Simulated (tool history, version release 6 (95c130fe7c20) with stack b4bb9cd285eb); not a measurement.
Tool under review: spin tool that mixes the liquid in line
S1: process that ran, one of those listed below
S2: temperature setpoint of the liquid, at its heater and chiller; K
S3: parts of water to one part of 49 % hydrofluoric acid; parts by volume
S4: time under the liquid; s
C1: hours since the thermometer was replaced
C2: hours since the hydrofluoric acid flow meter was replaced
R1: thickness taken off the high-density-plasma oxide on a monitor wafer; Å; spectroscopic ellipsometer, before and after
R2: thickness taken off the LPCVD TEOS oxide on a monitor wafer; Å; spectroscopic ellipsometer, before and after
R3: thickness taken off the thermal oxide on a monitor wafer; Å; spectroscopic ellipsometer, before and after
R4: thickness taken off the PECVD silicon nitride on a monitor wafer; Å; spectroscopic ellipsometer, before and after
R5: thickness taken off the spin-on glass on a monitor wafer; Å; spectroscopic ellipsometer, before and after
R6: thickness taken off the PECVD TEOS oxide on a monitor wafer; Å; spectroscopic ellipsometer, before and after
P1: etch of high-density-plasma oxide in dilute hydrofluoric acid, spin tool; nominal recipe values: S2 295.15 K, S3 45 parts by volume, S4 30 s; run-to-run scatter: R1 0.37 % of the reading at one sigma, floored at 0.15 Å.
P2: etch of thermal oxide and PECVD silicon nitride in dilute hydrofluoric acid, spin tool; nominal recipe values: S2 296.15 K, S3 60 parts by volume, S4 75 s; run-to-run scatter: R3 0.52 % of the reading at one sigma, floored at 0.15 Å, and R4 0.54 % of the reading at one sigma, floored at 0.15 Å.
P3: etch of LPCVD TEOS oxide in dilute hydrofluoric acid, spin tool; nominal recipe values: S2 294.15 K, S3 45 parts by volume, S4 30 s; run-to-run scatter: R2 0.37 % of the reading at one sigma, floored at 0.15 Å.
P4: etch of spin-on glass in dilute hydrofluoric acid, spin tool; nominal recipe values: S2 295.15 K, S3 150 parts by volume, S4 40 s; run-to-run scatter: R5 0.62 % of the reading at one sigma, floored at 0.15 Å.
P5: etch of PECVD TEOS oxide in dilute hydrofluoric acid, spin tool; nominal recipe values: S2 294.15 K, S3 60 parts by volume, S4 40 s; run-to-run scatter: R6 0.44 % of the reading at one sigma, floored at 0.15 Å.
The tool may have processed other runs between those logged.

run 1 hour=15.8 | S1=P1 S2=295.15 S3=45 S4=30 | C1=283.4 C2=1112.1 | R1=76.339
run 2 hour=26.6 | S1=P1 S2=295.15 S3=45 S4=30 | C1=294.2 C2=1122.9 | R1=76.438
run 3 hour=44.6 | S1=P3 S2=294.15 S3=80 S4=30 | C1=312.2 C2=1140.9 | R2=77.609
run 4 hour=61.4 | S1=P1 S2=295.15 S3=25 S4=15 | C1=329.0 C2=1157.7 | R1=70.673
run 5 hour=72.1 | S1=P2 S2=296.15 S3=90 S4=75 | C1=339.7 C2=1168.4 | R3=39.528 R4=32.642
run 6 hour=89.9 | S1=P1 S2=295.15 S3=70 S4=30 | C1=357.5 C2=1186.2 | R1=47.672
run 7 hour=103.3 | S1=P1 S2=295.15 S3=70 S4=15 | C1=370.9 C2=1199.6 | R1=23.694
run 8 hour=120.1 | S1=P3 S2=294.15 S3=45 S4=15 | C1=387.7 C2=1216.4 | R2=72.173
run 9 hour=137.5 | S1=P1 S2=295.15 S3=45 S4=30 | C1=405.1 C2=1233.8 | R1=76.681
run 10 hour=151.9 | S1=P3 S2=294.15 S3=45 S4=30 | C1=419.5 C2=1248.2 | R2=144.930
run 11 hour=166.8 | S1=P2 S2=303.65 S3=60 S4=75 | C1=434.4 C2=1263.1 | R3=83.901 R4=80.023
run 12 hour=176.4 | S1=P3 S2=290.15 S3=45 S4=30 | C1=444.0 C2=1272.7 | R2=120.800
run 13 hour=186.0 | S1=P1 S2=295.15 S3=45 S4=55 | C1=453.6 C2=1282.3 | R1=139.170
run 14 hour=203.4 | S1=P4 S2=295.15 S3=150 S4=40 | C1=471.0 C2=1299.7 | R5=51.561
run 15 hour=215.8 | S1=P4 S2=295.15 S3=150 S4=60 | C1=483.4 C2=1312.1 | R5=77.488
run 16 hour=231.0 | S1=P1 S2=298.65 S3=45 S4=30 | C1=498.6 C2=1327.3 | R1=88.902
run 17 hour=246.1 | S1=P1 S2=295.15 S3=45 S4=15 | C1=513.7 C2=1342.4 | R1=38.216
run 18 hour=261.3 | S1=P1 S2=290.15 S3=45 S4=30 | C1=528.9 C2=1357.6 | R1=62.012
run 19 hour=274.2 | S1=P4 S2=301.65 S3=150 S4=40 | C1=541.8 C2=1370.5 | R5=64.873
run 20 hour=286.9 | S1=P5 S2=294.15 S3=60 S4=40 | C1=554.5 C2=1383.2 | R6=146.43

Estimate the outcome of run 21 from the log above:
run 21 hour=295.9 | S1=P3 S2=294.15 S3=45 S4=30 | C1=563.5 C2=1392.2 | R2=?

Run 21 produced R2 144.780 Å.
